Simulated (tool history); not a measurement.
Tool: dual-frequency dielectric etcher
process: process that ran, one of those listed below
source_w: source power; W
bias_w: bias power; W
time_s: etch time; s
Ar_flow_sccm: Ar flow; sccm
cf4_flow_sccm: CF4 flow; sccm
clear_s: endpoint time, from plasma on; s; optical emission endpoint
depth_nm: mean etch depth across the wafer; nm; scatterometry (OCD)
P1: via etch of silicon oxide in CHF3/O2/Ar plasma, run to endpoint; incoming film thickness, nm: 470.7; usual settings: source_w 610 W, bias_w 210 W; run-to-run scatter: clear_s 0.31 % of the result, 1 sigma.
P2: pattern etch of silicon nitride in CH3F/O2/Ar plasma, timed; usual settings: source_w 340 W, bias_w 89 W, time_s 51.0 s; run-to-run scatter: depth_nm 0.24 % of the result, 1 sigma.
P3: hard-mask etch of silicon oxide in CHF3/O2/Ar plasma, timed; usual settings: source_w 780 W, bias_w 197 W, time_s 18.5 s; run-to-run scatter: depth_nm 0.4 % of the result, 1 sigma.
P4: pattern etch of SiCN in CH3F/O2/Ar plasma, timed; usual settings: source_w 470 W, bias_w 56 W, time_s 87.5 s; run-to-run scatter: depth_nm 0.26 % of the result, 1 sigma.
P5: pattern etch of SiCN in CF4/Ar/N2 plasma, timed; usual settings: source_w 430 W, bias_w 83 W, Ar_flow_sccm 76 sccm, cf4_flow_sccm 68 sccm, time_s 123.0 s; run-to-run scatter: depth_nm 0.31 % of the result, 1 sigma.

run,hour,process,source_w,bias_w,time_s,Ar_flow_sccm,cf4_flow_sccm,clear_s,depth_nm
1,3.4,P1,610,210,,,,220.98,
2,6.0,P4,560,56,87.5,,,,34.583
3,10.5,P4,470,56,118.0,,,,43.623
4,15.2,P3,780,197,18.5,,,,41.940
5,18.9,P5,430,83,123.0,54,68,,114.560
6,21.2,P1,790,268,,,,184.11,
7,24.7,P1,830,210,,,,196.41,
8,28.2,P5,530,83,123.0,76,68,,132.690
9,31.8,P1,480,281,,,,217.81,
10,36.5,P1,470,210,,,,245.00,
11,40.1,P1,610,210,,,,222.17,
12,42.2,P5,430,83,123.0,76,68,,110.400
13,45.0,P5,430,83,123.0,76,45,,103.230
14,48.9,P4,470,76,87.5,,,,35.951
15,53.0,P1,610,210,,,,221.23,
16,55.9,P1,610,251,,,,208.15,
17,59.6,P3,780,197,18.5,,,,42.125
18,63.8,P2,340,89,51.0,,,,36.017
19,67.7,P5,430,49,123.0,76,68,,92.945
20,71.4,P2,340,89,63.0,,,,44.511
21,74.6,P3,470,197,18.5,,,,34.600
22,79.4,P2,210,89,51.0,,,,30.086
23,83.5,P4,470,56,87.5,,,,32.360
24,86.1,P3,780,197,26.5,,,,60.510
25,90.4,P5,430,83,184.5,76,68,,165.110
26,93.6,P2,340,112,51.0,,,,39.167
27,97.2,P3,780,134,18.5,,,,37.213
28,102.0,P1,610,210,,,,222.58,
29,104.4,P2,340,89,51.0,,,,36.136
30,107.2,P1,610,142,,,,252.40,
31,111.5,P1,610,210,,,,221.68,
32,116.2,P1,610,210,,,,220.11,
33,120.6,P1,610,210,,,,218.89,
34,123.4,P1,610,210,,,,218.31,
35,127.7,P1,610,210,,,,217.84,
36,130.4,P1,610,210,,,,218.39,
# hour 131.1: wet clean of the chamber
37,134.4,P1,610,210,,,,217.98,
38,138.3,P1,610,210,,,,217.62,

What P1 gives has crept away from where it was. These 2 causes fit the log equally well, each at the size given:
A: source power that arrives over what is set, % = 4.13
B: bias power that arrives over what is set, % = 4.52
The creep began at about hour 111.5.
Why every other cause is out:
chamber walls in a state that raises the etch rate, %: serviced at hour 131.1, which brought nothing back

4 check runs are offered, each on 2 wafers whose results are averaged, their results left as question marks. Which one tells the causes apart?
check 1,142.2,P5,430,83,123.0,76,68,,?
check 2,142.2,P3,780,197,18.5,,,,?
check 3,142.2,P4,470,56,87.5,,,,?
check 4,142.2,P2,340,89,51.0,,,,?

What each check would give under each cause:
check,result,if A,if B
check 1,depth_nm,114.060,111.780
check 2,depth_nm,42.845,42.821
check 3,depth_nm,32.862,32.831
check 4,depth_nm,36.522,36.558
How far apart the two closest causes lie, in the result that separates them most: check 1 2.02 %; check 2 0.06 %; check 3 0.09 %; check 4 0.1 %
Check 1 tells the causes apart: in the others they would give nearly the same result.

Check 1 was then run and gave: depth_nm 114.620 nm. Which cause is it?

It is A: source power that arrives over what is set, %.

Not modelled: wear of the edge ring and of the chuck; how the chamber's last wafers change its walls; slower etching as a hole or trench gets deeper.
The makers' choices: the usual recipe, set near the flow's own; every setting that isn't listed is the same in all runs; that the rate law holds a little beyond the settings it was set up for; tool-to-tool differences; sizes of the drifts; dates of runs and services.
